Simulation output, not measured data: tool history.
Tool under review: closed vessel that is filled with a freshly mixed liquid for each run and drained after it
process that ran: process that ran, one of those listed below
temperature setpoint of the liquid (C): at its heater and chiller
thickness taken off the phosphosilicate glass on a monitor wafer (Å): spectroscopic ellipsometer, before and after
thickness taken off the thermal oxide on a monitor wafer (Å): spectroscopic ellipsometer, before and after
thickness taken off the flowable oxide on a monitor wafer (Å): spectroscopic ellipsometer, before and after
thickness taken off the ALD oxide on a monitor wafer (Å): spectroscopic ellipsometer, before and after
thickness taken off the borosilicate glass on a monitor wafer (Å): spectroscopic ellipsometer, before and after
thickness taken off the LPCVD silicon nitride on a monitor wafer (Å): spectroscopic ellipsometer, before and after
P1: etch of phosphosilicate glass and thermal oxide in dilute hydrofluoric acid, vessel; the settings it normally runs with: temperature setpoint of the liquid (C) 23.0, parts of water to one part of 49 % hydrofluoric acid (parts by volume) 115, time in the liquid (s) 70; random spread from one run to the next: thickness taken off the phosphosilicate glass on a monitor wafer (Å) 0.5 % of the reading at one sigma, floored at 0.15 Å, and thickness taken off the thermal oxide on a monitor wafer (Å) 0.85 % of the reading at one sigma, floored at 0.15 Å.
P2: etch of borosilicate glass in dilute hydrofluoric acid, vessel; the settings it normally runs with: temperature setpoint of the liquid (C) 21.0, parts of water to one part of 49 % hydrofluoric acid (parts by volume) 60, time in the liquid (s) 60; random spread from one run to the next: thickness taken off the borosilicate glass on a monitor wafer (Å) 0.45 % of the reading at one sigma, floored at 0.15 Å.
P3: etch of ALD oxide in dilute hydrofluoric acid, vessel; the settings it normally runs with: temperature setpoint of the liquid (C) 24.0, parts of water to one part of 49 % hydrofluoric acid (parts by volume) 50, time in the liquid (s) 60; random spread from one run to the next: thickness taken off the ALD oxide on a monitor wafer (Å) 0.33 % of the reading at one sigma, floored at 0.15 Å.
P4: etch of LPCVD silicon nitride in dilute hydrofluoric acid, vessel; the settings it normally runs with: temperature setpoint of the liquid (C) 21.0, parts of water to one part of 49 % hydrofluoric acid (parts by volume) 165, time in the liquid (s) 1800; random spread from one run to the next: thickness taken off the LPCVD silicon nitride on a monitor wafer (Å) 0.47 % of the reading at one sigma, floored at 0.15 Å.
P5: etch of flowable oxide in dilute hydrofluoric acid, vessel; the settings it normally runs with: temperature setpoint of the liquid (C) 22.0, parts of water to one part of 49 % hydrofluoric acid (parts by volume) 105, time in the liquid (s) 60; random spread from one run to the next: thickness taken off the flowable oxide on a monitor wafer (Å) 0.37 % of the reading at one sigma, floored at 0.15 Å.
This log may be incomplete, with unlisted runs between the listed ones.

run   hour  process that ran  temperature setpoint of the liquid (C)  parts of water to one part of 49 % hydrofluoric acid (parts by volume)  time in the liquid (s)  hours since the thermometer was replaced  hours since the hydrofluoric acid flow meter was replaced  thickness taken off the phosphosilicate glass on a monitor wafer (Å)  thickness taken off the thermal oxide on a monitor wafer (Å)  thickness taken off the flowable oxide on a monitor wafer (Å)  thickness taken off the ALD oxide on a monitor wafer (Å)  thickness taken off the borosilicate glass on a monitor wafer (Å)  thickness taken off the LPCVD silicon nitride on a monitor wafer (Å)
  1   10.6                P1                                    23.0                                                                     115                      70                                    1946.3                                                     1430.9                                                                568.33                                                        28.035
  2   26.9                P5                                    22.0                                                                     105                      60                                    1962.6                                                     1447.2                                                                                                                                                                                             165.83
  3   40.1                P5                                    22.0                                                                     105                      60                                    1975.8                                                     1460.4                                                                                                                                                                                             164.35
  4   55.1                P1                                    18.5                                                                      45                      70                                    1990.8                                                     1475.4                                                               1299.20                                                        64.054
  5   65.0                P3                                    32.0                                                                      50                      60                                    2000.7                                                     1485.3                                                                                                                                                                                                                                                       236.61
  6   81.7                P3                                    24.0                                                                      70                      60                                    2017.4                                                     1502.0                                                                                                                                                                                                                                                       119.86
  7   93.5                P3                                    24.0                                                                      50                      30                                    2029.2                                                     1513.8                                                                                                                                                                                                                                                        86.00
  8  105.7                P1                                    30.0                                                                     115                     135                                    2041.4                                                     1526.0                                                               1431.90                                                        69.840
  9  120.0                P2                                    25.5                                                                      60                      60                                    2055.7                                                     1540.3                                                                                                                                                                                                                                                                                                                          425.34
 10  134.3                P3                                    24.0                                                                      50                      60                                    2070.0                                                     1554.6                                                                                                                                                                                                                                                       172.09
 11  143.4                P2                                    21.0                                                                      60                      60                                    2079.1                                                     1563.7                                                                                                                                                                                                                                                                                                                          352.87
 12  152.6                P1                                    23.0                                                                      65                      70                                    2088.3                                                     1572.9                                                               1061.30                                                        52.120
 13  163.7                P1                                    23.0                                                                     115                      70                                    2099.4                                                     1584.0                                                                563.59                                                        27.783
 14  180.0                P2                                    21.0                                                                      20                      60                                    2115.7                                                     1600.3                                                                                                                                                                                                                                                                                                                         1112.20
 15  196.3                P2                                    21.0                                                                      60                     115                                    2132.0                                                     1616.6                                                                                                                                                                                                                                                                                                                          676.90
 16  203.7                P1                                    26.5                                                                     115                      70                                    2139.4                                                     1624.0                                                                648.25                                                        32.215
 17  213.2                P4                                    21.0                                                                     165                    1800                                    2148.9                                                     1633.5                                                                                                                                                                                                                                                                                                                                                                                              46.77000
 18  227.0                P3                                    24.0                                                                      50                      60                                    2162.7                                                     1647.3                                                                                                                                                                                                                                                       172.13
 19  234.4                P4                                    25.5                                                                     165                    1800                                    2170.1                                                     1654.7                                                                                                                                                                                                                                                                                                                                                                                              62.92800
 20  242.9                P1                                    23.0                                                                     115                     125                                    2178.6                                                     1663.2                                                               1021.00                                                        49.045
 21  251.0                P1                                    23.0                                                                     115                      30                                    2186.7                                                     1671.3                                                                241.86                                                        11.954
 22  266.0                P4                                    21.0                                                                     165                      30                                    2201.7                                                     1686.3                                                                                                                                                                                                                                                                                                                                                                                               0.93488
 23  274.2                P1                                    23.0                                                                     115                      70                                    2209.9                                                     1694.5                                                                561.02                                                        28.240
 24  283.7                P5                                    22.0                                                                      50                      60                                    2219.4                                                     1704.0                                                                                                                                                                                             370.81
 25  300.1                P4                                    21.0                                                                      85                    1800                                    2235.8                                                     1720.4                                                                                                                                                                                                                                                                                                                                                                                              89.72400
 26  312.9                P5                                    26.0                                                                     105                      60                                    2248.6                                                     1733.2                                                                                                                                                                                             194.50
 27  321.4                P5                                    22.0                                                                     105                     115                                    2257.1                                                     1741.7                                                                                                                                                                                             316.97
 28  333.1                P1                                    17.5                                                                     115                      70                                    2268.8                                                     1753.4                                                                453.62                                                        22.470
 29  345.0                P1                                    23.0                                                                     115                      70                                    2280.7                                                     1765.3                                                                566.08                                                        27.730
 30  360.4                P1                                    23.0                                                                     215                      70                                    2296.1                                                     1780.7                                                                269.16                                                        13.141
 31  369.0                P1                                    23.0                                                                     115                      70                                    2304.7                                                     1789.3                                                                569.83                                                        27.763

Predict the results of run 32:
 32  383.5                P1                                    23.0                                                                     115                      70                                    2319.2                                                     1803.8                                                                     ?                                                             ?

thickness taken off the phosphosilicate glass on a monitor wafer (Å): 566.54
thickness taken off the thermal oxide on a monitor wafer (Å): 27.366

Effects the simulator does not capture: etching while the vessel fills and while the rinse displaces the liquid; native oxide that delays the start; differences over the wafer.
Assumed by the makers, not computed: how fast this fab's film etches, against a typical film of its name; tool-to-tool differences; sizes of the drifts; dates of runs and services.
